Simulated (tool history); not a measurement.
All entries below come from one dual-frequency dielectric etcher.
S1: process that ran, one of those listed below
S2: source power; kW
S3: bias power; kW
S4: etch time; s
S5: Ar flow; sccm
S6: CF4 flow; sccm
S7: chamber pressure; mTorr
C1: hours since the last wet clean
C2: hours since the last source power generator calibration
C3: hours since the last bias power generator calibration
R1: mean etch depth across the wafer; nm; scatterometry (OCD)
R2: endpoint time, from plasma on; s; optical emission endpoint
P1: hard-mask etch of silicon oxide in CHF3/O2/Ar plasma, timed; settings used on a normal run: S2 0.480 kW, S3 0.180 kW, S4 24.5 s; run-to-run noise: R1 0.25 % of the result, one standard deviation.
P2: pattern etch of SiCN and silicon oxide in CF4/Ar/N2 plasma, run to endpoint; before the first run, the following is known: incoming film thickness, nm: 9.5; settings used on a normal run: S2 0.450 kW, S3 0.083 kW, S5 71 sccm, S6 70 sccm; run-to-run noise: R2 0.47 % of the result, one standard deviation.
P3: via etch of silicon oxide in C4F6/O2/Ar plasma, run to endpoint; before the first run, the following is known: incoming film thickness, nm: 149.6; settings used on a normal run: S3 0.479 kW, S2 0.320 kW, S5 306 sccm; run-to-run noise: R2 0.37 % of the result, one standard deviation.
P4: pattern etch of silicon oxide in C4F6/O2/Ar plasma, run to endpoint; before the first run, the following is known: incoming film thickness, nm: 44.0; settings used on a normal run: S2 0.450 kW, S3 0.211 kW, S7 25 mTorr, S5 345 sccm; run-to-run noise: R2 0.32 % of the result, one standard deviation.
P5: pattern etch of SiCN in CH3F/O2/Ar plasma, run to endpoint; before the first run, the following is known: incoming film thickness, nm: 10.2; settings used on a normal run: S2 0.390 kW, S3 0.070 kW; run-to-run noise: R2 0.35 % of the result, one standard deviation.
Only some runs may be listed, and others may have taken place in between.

run 1 hour=5.6 | S1=P1 S2=0.480 S3=0.180 S4=24.5 | C1=228.5 C2=1981.2 C3=1922.7 | R1=45.163
run 2 hour=11.4 | S1=P5 S2=0.290 S3=0.070 | C1=234.3 C2=1987.0 C3=1928.5 | R2=31.1630
run 3 hour=18.1 | S1=P2 S2=0.450 S3=0.083 S5=71 S6=70 | C1=241.0 C2=1993.7 C3=1935.2 | R2=9.9561
run 4 hour=25.6 | S1=P1 S2=0.480 S3=0.180 S4=24.5 | C1=248.5 C2=2001.2 C3=1942.7 | R1=45.188
-- hour=32.6 source power generator calibrated
run 5 hour=35.1 | S1=P5 S2=0.390 S3=0.070 | C1=258.0 C2=2.5 C3=1952.2 | R2=27.8270
run 6 hour=40.4 | S1=P5 S2=0.390 S3=0.070 | C1=263.3 C2=7.8 C3=1957.5 | R2=27.7340
run 7 hour=45.8 | S1=P4 S2=0.450 S3=0.211 S5=345 S7=32 | C1=268.7 C2=13.2 C3=1962.9 | R2=13.1800
run 8 hour=53.5 | S1=P4 S2=0.450 S3=0.211 S5=345 S7=25 | C1=276.4 C2=20.9 C3=1970.6 | R2=12.8060
-- hour=56.0 wet clean of the chamber
run 9 hour=58.8 | S1=P4 S2=0.450 S3=0.211 S5=345 S7=25 | C1=2.9 C2=26.2 C3=1975.9 | R2=12.8040
run 10 hour=64.4 | S1=P3 S2=0.320 S3=0.479 S5=306 | C1=8.5 C2=31.8 C3=1981.5 | R2=35.8850
run 11 hour=72.4 | S1=P1 S2=0.480 S3=0.180 S4=24.5 | C1=16.5 C2=39.8 C3=1989.5 | R1=45.174
run 12 hour=80.2 | S1=P2 S2=0.330 S3=0.083 S5=71 S6=70 | C1=24.3 C2=47.6 C3=1997.3 | R2=12.9930
run 13 hour=86.3 | S1=P1 S2=0.480 S3=0.180 S4=18.0 | C1=30.4 C2=53.7 C3=2003.4 | R1=33.330
run 14 hour=94.4 | S1=P3 S2=0.320 S3=0.479 S5=432 | C1=38.5 C2=61.8 C3=2011.5 | R2=37.2080
run 15 hour=103.0 | S1=P1 S2=0.350 S3=0.180 S4=24.5 | C1=47.1 C2=70.4 C3=2020.1 | R1=40.141
run 16 hour=111.7 | S1=P2 S2=0.450 S3=0.083 S5=71 S6=97 | C1=55.8 C2=79.1 C3=2028.8 | R2=9.4677
run 17 hour=120.1 | S1=P1 S2=0.480 S3=0.224 S4=24.5 | C1=64.2 C2=87.5 C3=2037.2 | R1=48.867
run 18 hour=128.5 | S1=P4 S2=0.300 S3=0.211 S5=345 S7=25 | C1=72.6 C2=95.9 C3=2045.6 | R2=14.9240
run 19 hour=135.2 | S1=P1 S2=0.480 S3=0.180 S4=24.5 | C1=79.3 C2=102.6 C3=2052.3 | R1=45.337
run 20 hour=140.1 | S1=P1 S2=0.480 S3=0.180 S4=32.0 | C1=84.2 C2=107.5 C3=2057.2 | R1=59.243
run 21 hour=145.6 | S1=P5 S2=0.390 S3=0.090 | C1=89.7 C2=113.0 C3=2062.7 | R2=25.4000
run 22 hour=154.0 | S1=P3 S2=0.320 S3=0.368 S5=306 | C1=98.1 C2=121.4 C3=2071.1 | R2=39.1820
run 23 hour=160.4 | S1=P3 S2=0.200 S3=0.479 S5=306 | C1=104.5 C2=127.8 C3=2077.5 | R2=42.1330
run 24 hour=168.5 | S1=P1 S2=0.480 S3=0.115 S4=24.5 | C1=112.6 C2=135.9 C3=2085.6 | R1=39.349
run 25 hour=177.2 | S1=P1 S2=0.480 S3=0.180 S4=24.5 | C1=121.3 C2=144.6 C3=2094.3 | R1=45.296
run 26 hour=185.6 | S1=P1 S2=0.580 S3=0.180 S4=24.5 | C1=129.7 C2=153.0 C3=2102.7 | R1=48.563
run 27 hour=193.4 | S1=P1 S2=0.360 S3=0.145 S4=24.5 | C1=137.5 C2=160.8 C3=2110.5 | R1=37.698
run 28 hour=200.7 | S1=P2 S2=0.450 S3=0.083 S5=43 S6=70 | C1=144.8 C2=168.1 C3=2117.8 | R2=9.3148
run 29 hour=209.1 | S1=P2 S2=0.450 S3=0.110 S5=71 S6=70 | C1=153.2 C2=176.5 C3=2126.2 | R2=8.9962
run 30 hour=216.8 | S1=P4 S2=0.450 S3=0.136 S5=345 S7=25 | C1=160.9 C2=184.2 C3=2133.9 | R2=14.6730
run 31 hour=224.7 | S1=P4 S2=0.450 S3=0.211 S5=468 S7=25 | C1=168.8 C2=192.1 C3=2141.8 | R2=13.1910
run 32 hour=233.2 | S1=P1 S2=0.480 S3=0.180 S4=24.5 | C1=177.3 C2=200.6 C3=2150.3 | R1=45.199
run 33 hour=238.6 | S1=P1 S2=0.580 S3=0.130 S4=24.5 | C1=182.7 C2=206.0 C3=2155.7 | R1=43.615
run 34 hour=247.7 | S1=P1 S2=0.480 S3=0.180 S4=24.5 | C1=191.8 C2=215.1 C3=2164.8 | R1=45.285
run 35 hour=257.5 | S1=P1 S2=0.480 S3=0.180 S4=24.5 | C1=201.6 C2=224.9 C3=2174.6 | R1=45.501
run 36 hour=267.1 | S1=P1 S2=0.480 S3=0.180 S4=24.5 | C1=211.2 C2=234.5 C3=2184.2 | R1=45.657
run 37 hour=275.3 | S1=P1 S2=0.480 S3=0.180 S4=24.5 | C1=219.4 C2=242.7 C3=2192.4 | R1=45.825
-- hour=281.3 wet clean of the chamber
run 38 hour=283.3 | S1=P1 S2=0.480 S3=0.180 S4=24.5 | C1=2.1 C2=250.7 C3=2200.4 | R1=45.866
run 39 hour=293.0 | S1=P1 S2=0.480 S3=0.180 S4=24.5 | C1=11.8 C2=260.4 C3=2210.1 | R1=45.997
run 40 hour=297.7 | S1=P1 S2=0.480 S3=0.180 S4=24.5 | C1=16.5 C2=265.1 C3=2214.8 | R1=45.758
run 41 hour=303.7 | S1=P1 S2=0.480 S3=0.180 S4=24.5 | C1=22.5 C2=271.1 C3=2220.8 | R1=46.079
run 42 hour=309.2 | S1=P1 S2=0.480 S3=0.180 S4=24.5 | C1=28.0 C2=276.6 C3=2226.3 | R1=45.983

The log shows P1 creeping away from where it was. Any of the 2 causes listed here, at the size stated for it, fits the log just as well as the others:
A: bias power that arrives over what is set, % = 4.49
B: source power that arrives over what is set, % = 4.03
The onset of the drift is placed at about hour 247.7.
Every other cause this tool's parts could produce, and why it does not fit the log:
chamber walls in a state that raises the etch rate, %: work on it at hour 281.3, done after the drift set in, did not restore what the process gave before

You are offered 4 check runs, listed below with question marks in place of their results; each one averages 3 wafers. Which run separates the listed causes by giving clearly different results for each?
run check 1 hour=314.7 | S1=P2 S2=0.450 S3=0.095 S5=44 S6=70 | R2=?
run check 2 hour=314.7 | S1=P4 S2=0.310 S3=0.211 S5=463 S7=25 | R2=?
run check 3 hour=314.7 | S1=P5 S2=0.390 S3=0.081 | R2=?
run check 4 hour=314.7 | S1=P3 S2=0.320 S3=0.378 S5=353 | R2=?

What each check would give under each cause:
check=check_1 result=R2 if_A=8.8612 if_B=8.6788
check=check_2 result=R2 if_A=15.0410 if_B=15.0330
check=check_3 result=R2 if_A=25.9870 if_B=26.0190
check=check_4 result=R2 if_A=38.9330 if_B=38.9820
Minimum pairwise separation of causes per check, each pair taken at its best-separating result: check 1 2.08 %; check 2 0.05 %; check 3 0.13 %; check 4 0.13 %
Check 1 is the one run that separates the causes; every other check would come out nearly the same whichever cause is at work.

Check 1 was then run and gave: R2 8.7049 s. Which cause is it?

B is the cause: source power that arrives over what is set, %.

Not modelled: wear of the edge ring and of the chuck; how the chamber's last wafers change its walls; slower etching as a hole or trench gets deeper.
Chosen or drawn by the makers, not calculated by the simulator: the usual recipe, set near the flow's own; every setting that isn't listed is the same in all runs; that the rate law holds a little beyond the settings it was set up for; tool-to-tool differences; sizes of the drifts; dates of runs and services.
